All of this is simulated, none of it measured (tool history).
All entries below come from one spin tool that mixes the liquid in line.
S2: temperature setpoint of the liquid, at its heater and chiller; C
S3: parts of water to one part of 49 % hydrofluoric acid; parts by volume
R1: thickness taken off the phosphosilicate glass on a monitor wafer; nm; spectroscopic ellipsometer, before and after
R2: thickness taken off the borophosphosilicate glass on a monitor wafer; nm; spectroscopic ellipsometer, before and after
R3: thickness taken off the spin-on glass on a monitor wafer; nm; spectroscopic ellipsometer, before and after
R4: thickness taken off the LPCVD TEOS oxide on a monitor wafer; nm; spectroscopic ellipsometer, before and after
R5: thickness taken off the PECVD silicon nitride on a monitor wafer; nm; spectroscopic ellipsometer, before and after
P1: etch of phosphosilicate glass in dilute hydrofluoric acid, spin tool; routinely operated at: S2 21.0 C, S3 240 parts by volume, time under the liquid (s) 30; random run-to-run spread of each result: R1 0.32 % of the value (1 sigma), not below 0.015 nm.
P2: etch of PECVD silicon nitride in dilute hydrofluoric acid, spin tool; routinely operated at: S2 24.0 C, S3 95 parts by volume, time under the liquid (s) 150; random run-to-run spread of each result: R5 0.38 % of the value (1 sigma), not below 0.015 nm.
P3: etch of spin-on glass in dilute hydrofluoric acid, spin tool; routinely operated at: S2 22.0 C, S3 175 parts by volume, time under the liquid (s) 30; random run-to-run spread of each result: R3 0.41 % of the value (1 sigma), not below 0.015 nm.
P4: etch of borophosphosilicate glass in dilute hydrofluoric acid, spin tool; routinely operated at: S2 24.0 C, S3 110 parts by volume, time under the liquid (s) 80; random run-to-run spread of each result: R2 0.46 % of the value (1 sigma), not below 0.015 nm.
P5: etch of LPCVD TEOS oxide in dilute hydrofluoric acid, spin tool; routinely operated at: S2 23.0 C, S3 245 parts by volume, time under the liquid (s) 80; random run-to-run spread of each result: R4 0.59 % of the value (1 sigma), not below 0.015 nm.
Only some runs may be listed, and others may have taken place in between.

{"run": 1, "hour": 4.7, "process that ran": "P1", "S2": 21.0, "S3": 240, "time under the liquid (s)": 30, "R1": 10.406}
{"run": 2, "hour": 10.8, "process that ran": "P4", "S2": 20.5, "S3": 110, "time under the liquid (s)": 80, "R2": 31.967}
{"run": 3, "hour": 16.1, "process that ran": "P3", "S2": 28.5, "S3": 175, "time under the liquid (s)": 30, "R3": 7.6724}
{"run": 4, "hour": 21.8, "process that ran": "P5", "S2": 18.0, "S3": 245, "time under the liquid (s)": 80, "R4": 5.1434}
{"run": 5, "hour": 27.5, "process that ran": "P1", "S2": 21.0, "S3": 240, "time under the liquid (s)": 30, "R1": 10.436}
{"run": 6, "hour": 31.0, "process that ran": "P2", "S2": 29.0, "S3": 95, "time under the liquid (s)": 150, "R5": 7.8056}
{"run": 7, "hour": 35.9, "process that ran": "P1", "S2": 21.0, "S3": 335, "time under the liquid (s)": 30, "R1": 6.883}
{"run": 8, "hour": 41.5, "process that ran": "P5", "S2": 23.0, "S3": 245, "time under the liquid (s)": 80, "R4": 6.1949}
{"run": 9, "hour": 48.6, "process that ran": "P5", "S2": 23.0, "S3": 405, "time under the liquid (s)": 80, "R4": 3.2734}
{"run": 10, "hour": 53.6, "process that ran": "P3", "S2": 22.0, "S3": 295, "time under the liquid (s)": 30, "R3": 3.169}
{"run": 11, "hour": 60.3, "process that ran": "P2", "S2": 24.0, "S3": 95, "time under the liquid (s)": 60, "R5": 2.287}
{"run": 12, "hour": 66.2, "process that ran": "P3", "S2": 22.0, "S3": 175, "time under the liquid (s)": 30, "R3": 6.0372}
{"run": 13, "hour": 69.5, "process that ran": "P1", "S2": 21.0, "S3": 240, "time under the liquid (s)": 30, "R1": 10.44}
{"run": 14, "hour": 72.9, "process that ran": "P3", "S2": 22.0, "S3": 175, "time under the liquid (s)": 55, "R3": 11.035}
{"run": 15, "hour": 78.4, "process that ran": "P2", "S2": 24.0, "S3": 95, "time under the liquid (s)": 150, "R5": 5.6742}
{"run": 16, "hour": 85.6, "process that ran": "P4", "S2": 24.0, "S3": 110, "time under the liquid (s)": 130, "R2": 59.437}
{"run": 17, "hour": 88.9, "process that ran": "P5", "S2": 23.0, "S3": 245, "time under the liquid (s)": 80, "R4": 6.193}
{"run": 18, "hour": 95.5, "process that ran": "P1", "S2": 17.0, "S3": 240, "time under the liquid (s)": 30, "R1": 8.8791}
{"run": 19, "hour": 99.7, "process that ran": "P1", "S2": 21.0, "S3": 240, "time under the liquid (s)": 30, "R1": 10.435}
{"run": 20, "hour": 106.0, "process that ran": "P1", "S2": 21.0, "S3": 410, "time under the liquid (s)": 15, "R1": 2.5892}
{"run": 21, "hour": 111.4, "process that ran": "P1", "S2": 21.0, "S3": 80, "time under the liquid (s)": 30, "R1": 37.123}
{"run": 22, "hour": 118.6, "process that ran": "P1", "S2": 28.5, "S3": 240, "time under the liquid (s)": 30, "R1": 13.604}
{"run": 23, "hour": 123.0, "process that ran": "P1", "S2": 21.0, "S3": 240, "time under the liquid (s)": 15, "R1": 5.2437}
{"hour": 129.8, "done": "thermometer replaced"}
{"run": 24, "hour": 129.9, "process that ran": "P1", "S2": 21.0, "S3": 240, "time under the liquid (s)": 55, "R1": 19.091}
{"run": 25, "hour": 137.0, "process that ran": "P1", "S2": 21.0, "S3": 240, "time under the liquid (s)": 30, "R1": 10.388}
{"run": 26, "hour": 141.9, "process that ran": "P4", "S2": 24.0, "S3": 180, "time under the liquid (s)": 80, "R2": 20.512}
{"run": 27, "hour": 148.2, "process that ran": "P4", "S2": 24.0, "S3": 110, "time under the liquid (s)": 80, "R2": 36.66}
{"run": 28, "hour": 153.6, "process that ran": "P1", "S2": 27.5, "S3": 135, "time under the liquid (s)": 30, "R1": 26.585}
{"run": 29, "hour": 157.3, "process that ran": "P2", "S2": 24.0, "S3": 35, "time under the liquid (s)": 150, "R5": 15.145}
{"run": 30, "hour": 163.1, "process that ran": "P5", "S2": 23.0, "S3": 245, "time under the liquid (s)": 15, "R4": 1.1839}
{"run": 31, "hour": 170.1, "process that ran": "P1", "S2": 21.0, "S3": 240, "time under the liquid (s)": 30, "R1": 10.401}
{"run": 32, "hour": 174.9, "process that ran": "P1", "S2": 21.0, "S3": 240, "time under the liquid (s)": 30, "R1": 10.129}
{"run": 33, "hour": 179.1, "process that ran": "P1", "S2": 21.0, "S3": 240, "time under the liquid (s)": 30, "R1": 9.9551}
{"run": 34, "hour": 183.2, "process that ran": "P1", "S2": 21.0, "S3": 240, "time under the liquid (s)": 30, "R1": 9.843}
{"run": 35, "hour": 187.1, "process that ran": "P1", "S2": 21.0, "S3": 240, "time under the liquid (s)": 30, "R1": 9.7593}
{"run": 36, "hour": 192.5, "process that ran": "P1", "S2": 21.0, "S3": 240, "time under the liquid (s)": 30, "R1": 9.6881}
{"run": 37, "hour": 196.2, "process that ran": "P1", "S2": 21.0, "S3": 240, "time under the liquid (s)": 30, "R1": 9.7417}
{"run": 38, "hour": 201.3, "process that ran": "P1", "S2": 21.0, "S3": 240, "time under the liquid (s)": 30, "R1": 9.7107}
{"run": 39, "hour": 206.1, "process that ran": "P1", "S2": 21.0, "S3": 240, "time under the liquid (s)": 30, "R1": 9.6079}

P1 no longer gives what it gave before; its output has crept away from where it was. The following 2 causes, each at its listed size, fit the log equally well:
A: hydrofluoric acid flow below the setpoint (%) = 5.97
B: liquid colder than its thermometer reads (K) = 2.02
The gradual shift began around hour 170.1.

Consider the 4 single-wafer check runs listed below, results given as question marks: which one distinguishes between the causes by giving clearly different results for each?
{"run": "check 1", "hour": 210.9, "process that ran": "P4", "S2": 24.0, "S3": 110, "time under the liquid (s)": 80, "R2": "?"}
{"run": "check 2", "hour": 210.9, "process that ran": "P5", "S2": 23.0, "S3": 245, "time under the liquid (s)": 80, "R4": "?"}
{"run": "check 3", "hour": 210.9, "process that ran": "P2", "S2": 24.0, "S3": 95, "time under the liquid (s)": 150, "R5": "?"}
{"run": "check 4", "hour": 210.9, "process that ran": "P3", "S2": 22.0, "S3": 175, "time under the liquid (s)": 30, "R3": "?"}

Expected result of each check under each candidate cause:
check=check_1 result=R2 if_A=33.973 if_B=33.625
check=check_2 result=R4 if_A=5.7931 if_B=5.8092
check=check_3 result=R5 if_A=5.3355 if_B=4.9560
check=check_4 result=R3 if_A=5.6212 if_B=5.5924
Per check, the gap between the least separated pair of causes, taken in the result that splits them most: check 1 1.03 %; check 2 0.28 %; check 3 7.38 %; check 4 0.51 %
The other checks would show nearly matching results whichever cause is true, so check 3 is the only one that separates the causes.

With check 3 done, the readings were: R5 4.9296 nm. Identify which of the listed causes applies.

B is the cause: liquid colder than its thermometer reads (K).

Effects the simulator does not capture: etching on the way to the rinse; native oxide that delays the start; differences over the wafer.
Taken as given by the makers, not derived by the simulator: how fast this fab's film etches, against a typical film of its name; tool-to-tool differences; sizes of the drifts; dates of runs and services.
